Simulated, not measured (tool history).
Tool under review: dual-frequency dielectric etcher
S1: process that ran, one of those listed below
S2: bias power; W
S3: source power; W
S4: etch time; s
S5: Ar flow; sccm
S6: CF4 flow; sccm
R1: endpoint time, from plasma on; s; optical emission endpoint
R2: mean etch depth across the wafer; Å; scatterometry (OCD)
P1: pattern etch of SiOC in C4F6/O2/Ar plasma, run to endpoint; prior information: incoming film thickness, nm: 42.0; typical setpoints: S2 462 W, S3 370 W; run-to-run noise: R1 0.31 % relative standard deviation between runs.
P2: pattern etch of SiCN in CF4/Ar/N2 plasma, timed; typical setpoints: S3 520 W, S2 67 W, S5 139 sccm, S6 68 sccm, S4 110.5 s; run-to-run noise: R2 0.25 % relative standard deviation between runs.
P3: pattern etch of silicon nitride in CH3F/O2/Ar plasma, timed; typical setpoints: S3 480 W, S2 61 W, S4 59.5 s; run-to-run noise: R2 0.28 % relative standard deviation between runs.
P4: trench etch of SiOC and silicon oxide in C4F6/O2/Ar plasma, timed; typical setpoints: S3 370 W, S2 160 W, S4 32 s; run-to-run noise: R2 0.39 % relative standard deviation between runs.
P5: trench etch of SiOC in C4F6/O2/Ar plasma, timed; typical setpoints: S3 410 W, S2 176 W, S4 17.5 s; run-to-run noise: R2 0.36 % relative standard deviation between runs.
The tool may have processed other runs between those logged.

run     day  S1   S2   S3     S4   S5  S6      R1      R2
  1   0.692  P1  462  370                  14.778
  2   1.421  P3   61  360   59.5                   383.02
  3   1.742  P1  462  370                  14.751
  4   2.421  P1  285  370                  17.522
  5   2.825  P3   48  480   59.5                   395.99
  6   3.233  P5  176  410     11                   229.48
  7   3.796  P1  611  470                  12.081
  8   4.233  P1  462  280                  16.359
  9   4.917  P5  176  410   17.5                   367.45
 10   5.525  P2   67  390  110.5  139  68          735.59
 11   6.146  P1  462  370                  14.748
 12   6.817  P4  160  260     32                   513.31
 13   7.267  P2   67  520    152  139  68          1299.2
 14   7.992  P2   67  520  110.5  191  68          893.83
 15   8.438  P1  462  370                  14.722
 16   8.954  P4  160  370     39                   720.94
      9.304  -- source power generator calibrated
 17   9.383  P1  576  370                  13.509
 18  10.004  P2   67  520  110.5  139  68          945.22
 19  10.571  P4  160  370     32                   590.33
 20   10.95  P3   61  480   59.5                   429.45
 21  11.267  P1  462  370                  14.668
       11.4  -- wet clean of the chamber
 22  11.929  P4  221  370     32                   654.19
 23  12.642  P3   61  480   59.5                    428.6
 24  13.362  P5  176  320   17.5                   332.31
 25  14.004  P1  579  480                   12.28
 26  14.517  P2   67  520  110.5  139  83          975.17
 27  15.133  P5  220  410   17.5                    392.8
 28  15.604  P3   61  480   32.5                   234.32
 29  16.271  P2   48  520  110.5  139  68          841.23
 30  16.817  P1  462  370                  14.777
 31  17.196  P1  462  510                  13.088
 32  17.517  P2   67  520  110.5  139  68          946.62
 33  18.167  P1  462  370                  14.813
 34  18.679  P1  462  370                  14.583
 35  19.225  P1  462  370                  14.533

For run 36, what comes out?
 36  19.742  P1  462  370               ?

R1: 14.494 s
